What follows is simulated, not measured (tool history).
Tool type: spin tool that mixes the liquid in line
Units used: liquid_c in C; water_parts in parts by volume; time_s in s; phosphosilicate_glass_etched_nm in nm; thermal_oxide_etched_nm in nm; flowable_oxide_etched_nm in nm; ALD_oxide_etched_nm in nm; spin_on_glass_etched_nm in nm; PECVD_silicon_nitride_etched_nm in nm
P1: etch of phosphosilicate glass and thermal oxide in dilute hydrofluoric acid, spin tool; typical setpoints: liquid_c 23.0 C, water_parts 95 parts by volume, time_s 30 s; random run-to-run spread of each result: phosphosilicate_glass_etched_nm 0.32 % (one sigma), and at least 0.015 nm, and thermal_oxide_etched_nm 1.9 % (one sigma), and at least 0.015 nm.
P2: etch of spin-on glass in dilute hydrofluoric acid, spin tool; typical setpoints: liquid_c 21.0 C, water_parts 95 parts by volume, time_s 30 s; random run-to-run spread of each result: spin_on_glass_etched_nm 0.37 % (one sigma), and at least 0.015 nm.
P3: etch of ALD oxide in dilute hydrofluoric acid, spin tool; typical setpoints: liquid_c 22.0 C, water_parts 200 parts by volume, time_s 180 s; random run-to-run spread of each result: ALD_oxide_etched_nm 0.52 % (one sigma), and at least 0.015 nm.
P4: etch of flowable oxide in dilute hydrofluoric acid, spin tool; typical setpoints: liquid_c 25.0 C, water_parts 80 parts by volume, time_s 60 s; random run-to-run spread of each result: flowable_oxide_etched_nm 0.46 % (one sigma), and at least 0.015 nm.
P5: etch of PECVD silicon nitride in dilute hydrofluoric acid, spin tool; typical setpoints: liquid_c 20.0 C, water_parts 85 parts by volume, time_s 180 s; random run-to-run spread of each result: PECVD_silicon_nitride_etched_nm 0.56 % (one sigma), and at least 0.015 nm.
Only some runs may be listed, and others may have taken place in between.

| run | hour | process | liquid_c | water_parts | time_s | hours since the thermometer was replaced | hours since the hydrofluoric acid flow meter was replaced | phosphosilicate_glass_etched_nm | thermal_oxide_etched_nm | flowable_oxide_etched_nm | ALD_oxide_etched_nm | spin_on_glass_etched_nm | PECVD_silicon_nitride_etched_nm |
|---|---|---|---|---|---|---|---|---|---|---|---|---|---|
| 1 | 10.1 | P1 | 23.0 | 95 | 30 | 939.7 | 534.1 | 25.9440 | 1.48470 |  |  |  |  |
| 2 | 27.9 | P1 | 23.0 | 40 | 30 | 957.5 | 551.9 | 66.2820 | 3.78480 |  |  |  |  |
| 3 | 39.4 | P4 | 25.0 | 80 | 110 | 969.0 | 563.4 |  |  | 47.281 |  |  |  |
| 4 | 50.6 | P3 | 22.0 | 200 | 30 | 980.2 | 574.6 |  |  |  | 2.0207 |  |  |
| 5 | 67.7 | P2 | 21.0 | 95 | 45 | 997.3 | 591.7 |  |  |  |  | 19.853 |  |
| 6 | 81.0 | P1 | 23.0 | 30 | 15 | 1010.6 | 605.0 | 44.6650 | 2.46470 |  |  |  |  |
| 7 | 90.8 | P1 | 23.0 | 170 | 15 | 1020.4 | 614.8 | 6.6692 | 0.39864 |  |  |  |  |
| 8 | 109.3 | P5 | 20.0 | 85 | 180 | 1038.9 | 633.3 |  |  |  |  |  | 6.5423 |
| 9 | 125.5 | P1 | 17.0 | 95 | 30 | 1055.1 | 649.5 | 20.3800 | 1.13270 |  |  |  |  |
| 10 | 135.0 | P1 | 23.0 | 160 | 30 | 1064.6 | 659.0 | 14.3950 | 0.81556 |  |  |  |  |
| 11 | 149.7 | P1 | 29.5 | 95 | 30 | 1079.3 | 673.7 | 33.8110 | 1.96550 |  |  |  |  |
| 12 | 158.2 | P2 | 21.0 | 20 | 30 | 1087.8 | 682.2 |  |  |  |  | 69.186 |  |
| 13 | 177.1 | P1 | 23.0 | 95 | 30 | 1106.7 | 701.1 | 26.0950 | 1.55100 |  |  |  |  |
| 14 | 190.1 | P1 | 23.0 | 95 | 30 | 1119.7 | 714.1 | 26.0950 | 1.51430 |  |  |  |  |
| 15 | 199.5 | P1 | 23.0 | 95 | 30 | 1129.1 | 723.5 | 26.0210 | 1.43970 |  |  |  |  |
| 16 | 215.8 | P1 | 23.0 | 95 | 30 | 1145.4 | 739.8 | 25.9860 | 1.54190 |  |  |  |  |
| 17 | 233.3 | P1 | 23.0 | 95 | 15 | 1162.9 | 757.3 | 13.0120 | 0.73113 |  |  |  |  |
| 18 | 244.3 | P4 | 20.5 | 80 | 60 | 1173.9 | 768.3 |  |  | 21.595 |  |  |  |
| 19 | 262.5 | P1 | 23.0 | 95 | 30 | 1192.1 | 786.5 | 26.1040 | 1.53450 |  |  |  |  |
| 20 | 276.2 | P3 | 22.0 | 200 | 180 | 1205.8 | 800.2 |  |  |  | 12.0980 |  |  |
| 21 | 288.6 | P5 | 20.0 | 85 | 275 | 1218.2 | 812.6 |  |  |  |  |  | 9.9578 |
| 22 | 303.1 | P5 | 20.0 | 35 | 180 | 1232.7 | 827.1 |  |  |  |  |  | 15.6320 |
| 23 | 317.2 | P2 | 29.5 | 95 | 30 | 1246.8 | 841.2 |  |  |  |  | 18.448 |  |
| 24 | 328.5 | P5 | 27.0 | 85 | 180 | 1258.1 | 852.5 |  |  |  |  |  | 10.3400 |
| 25 | 336.8 | P3 | 30.0 | 200 | 180 | 1266.4 | 860.8 |  |  |  | 16.2030 |  |  |
| 26 | 353.3 | P1 | 23.0 | 95 | 30 | 1282.9 | 877.3 | 26.0900 | 1.49460 |  |  |  |  |
| 27 | 371.6 | P4 | 25.0 | 110 | 60 | 1301.2 | 895.6 |  |  | 18.302 |  |  |  |
| 28 | 382.5 | P3 | 22.0 | 45 | 180 | 1312.1 | 906.5 |  |  |  | 64.4530 |  |  |
| 29 | 399.1 | P1 | 23.0 | 95 | 55 | 1328.7 | 923.1 | 47.6670 | 2.74990 |  |  |  |  |
| 30 | 415.1 | P2 | 21.0 | 95 | 30 | 1344.7 | 939.1 |  |  |  |  | 13.240 |  |

What will run 31 give?
| 31 | 434.0 | P4 | 25.0 | 80 | 60 | 1363.6 | 958.0 |  |  | ? |  |  |  |

Logged for run 31: flowable_oxide_etched_nm 25.753 nm.

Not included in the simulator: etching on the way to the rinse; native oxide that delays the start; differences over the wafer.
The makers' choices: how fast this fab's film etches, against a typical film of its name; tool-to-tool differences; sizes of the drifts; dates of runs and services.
